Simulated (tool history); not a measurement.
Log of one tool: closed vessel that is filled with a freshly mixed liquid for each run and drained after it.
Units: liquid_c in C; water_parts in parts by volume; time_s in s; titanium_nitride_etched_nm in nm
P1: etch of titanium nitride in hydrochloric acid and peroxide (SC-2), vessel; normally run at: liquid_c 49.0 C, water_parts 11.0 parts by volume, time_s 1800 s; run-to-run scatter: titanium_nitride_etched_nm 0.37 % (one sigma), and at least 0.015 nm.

run,hour,liquid_c,water_parts,time_s,hours since the thermometer was replaced,hours since the chemicals flow meter was replaced,hours since the drum of peroxide was connected,titanium_nitride_etched_nm
1,12.9,49.0,11.0,1800,106.7,586.8,208.3,49.5100
2,21.3,49.0,7.0,835,115.1,595.2,216.7,33.1320
3,27.7,64.5,16.5,1800,121.5,601.6,223.1,93.8150
4,34.3,49.0,11.0,1800,128.1,608.2,229.7,49.3040
5,46.2,49.0,11.0,1800,140.0,620.1,241.6,49.4150
6,57.2,49.0,11.0,1800,151.0,631.1,252.6,49.3040
7,68.8,49.0,11.0,1800,162.6,642.7,264.2,49.3540
8,81.9,49.0,11.0,1800,175.7,655.8,277.3,49.5290
9,92.4,49.0,11.0,100,186.2,666.3,287.8,2.7496
10,101.2,49.0,11.0,3245,195.0,675.1,296.6,89.0900
11,114.7,64.0,11.0,1800,208.5,688.6,310.1,129.2100
12,126.1,35.0,11.0,1800,219.9,700.0,321.5,18.4450
13,135.5,49.0,4.0,1800,229.3,709.4,330.9,107.2900
14,143.8,49.0,11.0,1800,237.6,717.7,339.2,49.1410
15,153.4,49.0,20.0,1800,247.2,727.3,348.8,29.3370
16,165.2,49.0,4.0,980,259.0,739.1,360.6,58.1610
17,178.6,49.0,11.0,1800,272.4,752.5,374.0,49.5370
18,189.3,49.0,11.0,1800,283.1,763.2,384.7,50.9860
19,202.7,49.0,11.0,1800,296.5,776.6,398.1,51.9880
20,214.3,49.0,11.0,1800,308.1,788.2,409.7,52.7130
21,227.9,49.0,11.0,1800,321.7,801.8,423.3,53.1000
22,234.7,49.0,11.0,1800,328.5,808.6,430.1,53.1450
23,243.9,49.0,11.0,1800,337.7,817.8,439.3,53.3720
24,253.1,49.0,11.0,1800,346.9,827.0,448.5,53.4620
25,263.1,49.0,11.0,1800,356.9,837.0,458.5,53.2550
26,271.8,49.0,11.0,1800,365.6,845.7,467.2,53.9120

What P1 gives has crept away from where it was. These 2 causes fit the log equally well, each at the size given:
A: liquid hotter than its thermometer reads (K) = 1.22
B: chemicals flow above the setpoint (%) = 10.2
The creep began at about hour 178.6.
Why every other cause is out:
peroxide weaker than its label (%): at most 8, which would move titanium_nitride_etched_nm by -7.4 %: too little, or the wrong way

4 check runs are offered, each on 2 wafers whose results are averaged, their results left as question marks. Which one tells the causes apart?
check 1,280.5,35.0,4.0,1800,,,,?
check 2,280.5,35.5,19.5,1800,,,,?
check 3,280.5,49.0,18.0,510,,,,?
check 4,280.5,38.5,16.0,1800,,,,?

What each check would give under each cause:
check,result,if A,if B
check 1,titanium_nitride_etched_nm,43.8080,42.7070
check 2,titanium_nitride_etched_nm,12.6780,12.6630
check 3,titanium_nitride_etched_nm,9.8659,9.9197
check 4,titanium_nitride_etched_nm,18.7830,18.7600
How far apart the two closest causes lie, in the result that separates them most: check 1 2.55 %; check 2 0.11 %; check 3 0.54 %; check 4 0.13 %
Only check 1 tells the causes apart: in the others they would give nearly the same result.

Check 1 was then run and gave: titanium_nitride_etched_nm 43.7940 nm. Which cause is it?

It is A: liquid hotter than its thermometer reads (K).
